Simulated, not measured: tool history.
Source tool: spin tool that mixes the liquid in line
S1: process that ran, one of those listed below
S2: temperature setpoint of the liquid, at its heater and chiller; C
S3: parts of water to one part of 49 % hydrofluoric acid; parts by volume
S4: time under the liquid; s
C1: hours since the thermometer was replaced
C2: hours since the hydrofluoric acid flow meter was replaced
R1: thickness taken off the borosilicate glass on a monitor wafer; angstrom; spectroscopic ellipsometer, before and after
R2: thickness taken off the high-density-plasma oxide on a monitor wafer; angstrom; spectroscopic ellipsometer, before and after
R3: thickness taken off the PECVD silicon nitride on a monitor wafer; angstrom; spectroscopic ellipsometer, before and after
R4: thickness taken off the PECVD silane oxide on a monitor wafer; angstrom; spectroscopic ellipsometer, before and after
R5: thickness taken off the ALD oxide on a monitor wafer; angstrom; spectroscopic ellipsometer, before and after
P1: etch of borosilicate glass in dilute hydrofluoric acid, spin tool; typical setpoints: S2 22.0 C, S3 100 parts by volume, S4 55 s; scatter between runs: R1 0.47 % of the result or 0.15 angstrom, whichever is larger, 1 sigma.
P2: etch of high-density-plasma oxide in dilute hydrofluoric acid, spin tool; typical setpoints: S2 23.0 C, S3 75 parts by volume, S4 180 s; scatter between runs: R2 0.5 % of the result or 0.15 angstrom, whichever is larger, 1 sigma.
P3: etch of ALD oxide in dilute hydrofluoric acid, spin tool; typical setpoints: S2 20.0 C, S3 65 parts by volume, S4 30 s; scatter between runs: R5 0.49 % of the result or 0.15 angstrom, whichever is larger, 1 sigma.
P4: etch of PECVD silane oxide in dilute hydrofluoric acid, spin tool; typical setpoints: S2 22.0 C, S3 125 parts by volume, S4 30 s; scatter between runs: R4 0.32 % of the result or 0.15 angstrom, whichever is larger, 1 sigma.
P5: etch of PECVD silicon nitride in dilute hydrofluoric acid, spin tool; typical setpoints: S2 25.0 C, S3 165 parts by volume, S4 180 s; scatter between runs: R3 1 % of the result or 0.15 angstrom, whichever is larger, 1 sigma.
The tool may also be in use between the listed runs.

run,hour,S1,S2,S3,S4,C1,C2,R1,R2,R3,R4,R5
1,10.7,P1,22.0,100,55,782.9,1593.4,188.200,,,,
2,26.8,P2,23.0,75,325,799.0,1609.5,,220.040,,,
3,43.3,P2,17.5,75,180,815.5,1626.0,,97.125,,,
4,52.7,P1,22.0,60,55,824.9,1635.4,328.170,,,,
5,67.2,P1,22.0,100,55,839.4,1649.9,188.560,,,,
6,77.9,P1,17.0,100,55,850.1,1660.6,153.950,,,,
7,87.9,P5,25.0,165,285,860.1,1670.6,,,41.136,,
8,100.1,P2,23.0,75,180,872.3,1682.8,,120.920,,,
9,113.2,P5,31.0,165,180,885.4,1695.9,,,38.540,,
10,129.1,P4,22.0,125,15,901.3,1711.8,,,,50.110,
11,143.2,P3,20.0,110,30,915.4,1725.9,,,,,73.68
12,154.6,P4,22.0,125,30,926.8,1737.3,,,,100.650,
13,166.0,P1,22.0,100,15,938.2,1748.7,51.233,,,,
14,175.3,P1,22.0,100,55,947.5,1758.0,187.870,,,,
15,190.8,P1,28.0,100,15,963.0,1773.5,65.497,,,,
16,200.1,P1,22.0,100,55,972.3,1782.8,189.340,,,,
17,216.1,P1,22.0,100,90,988.3,1798.8,308.530,,,,
18,226.5,P1,22.0,100,55,998.7,1809.2,187.070,,,,
19,234.3,P5,25.0,260,180,1006.5,1817.0,,,16.225,,
20,248.2,P1,22.0,100,55,1020.4,1830.9,188.180,,,,
21,259.4,P1,22.0,140,55,1031.6,1842.1,127.690,,,,
22,270.7,P1,29.0,100,55,1042.9,1853.4,245.150,,,,
23,283.2,P5,25.0,165,180,1055.4,1865.9,,,25.868,,
24,298.9,P1,28.0,100,15,1071.1,1881.6,64.643,,,,
25,306.2,P3,27.5,65,30,1078.4,1888.9,,,,,179.62
26,316.8,P4,22.0,220,30,1089.0,1899.5,,,,51.275,
27,326.7,P4,26.0,125,30,1098.9,1909.4,,,,117.290,
28,335.2,P3,20.0,65,30,1107.4,1917.9,,,,,131.65
29,350.3,P3,20.0,65,30,1122.5,1933.0,,,,,131.80
30,362.0,P2,23.0,115,180,1134.2,1944.7,,75.502,,,
31,373.8,P3,20.0,65,45,1146.0,1956.5,,,,,197.59
32,386.5,P1,22.0,100,55,1158.7,1969.2,188.360,,,,
33,397.0,P1,22.0,100,55,1169.2,1979.7,184.720,,,,
34,412.8,P1,22.0,100,55,1185.0,1995.5,181.640,,,,
35,425.1,P1,22.0,100,55,1197.3,2007.8,180.580,,,,
36,437.6,P1,22.0,100,55,1209.8,2020.3,179.440,,,,
37,445.6,P1,22.0,100,55,1217.8,2028.3,178.690,,,,
38,453.4,P1,22.0,100,55,1225.6,2036.1,177.720,,,,
39,470.3,P1,22.0,100,55,1242.5,2053.0,176.300,,,,
40,479.4,P1,22.0,100,55,1251.6,2062.1,176.620,,,,
41,495.3,P1,22.0,100,55,1267.5,2078.0,176.590,,,,
42,503.9,P1,22.0,100,55,1276.1,2086.6,177.130,,,,

P1 has crept away from where it was. The log is fitted equally well by each of these 2 causes, at the sizes shown:
A: liquid colder than its thermometer reads (K) = 1.56
B: hydrofluoric acid flow below the setpoint (%) = 5.49
The onset of the drift is placed at about hour 386.5.

Below are 4 check runs, each averaged over 5 wafers, with their results shown as question marks. Which of them would give clearly different results depending on which cause is behind the drift?
check 1,512.5,P2,23.0,75,180,,,,?,,,
check 2,512.5,P4,22.0,125,30,,,,,,?,
check 3,512.5,P3,20.0,65,30,,,,,,,?
check 4,512.5,P5,25.0,165,180,,,,,?,,

If the cause were each of the candidates in turn, the checks would give the following:
check,result,if A,if B
check 1,R2,113.800,114.030
check 2,R4,94.148,93.934
check 3,R5,123.85,124.48
check 4,R3,23.662,24.719
Per-check spread between the two closest causes, in the result where they differ most: check 1 0.2 %; check 2 0.23 %; check 3 0.5 %; check 4 4.37 %
Only in check 4 would the causes give clearly different results; in the remaining checks their results would be nearly the same.

Here is what check 4 returned: R3 24.702 angstrom. Which cause is it?

It was cause B: hydrofluoric acid flow below the setpoint (%).
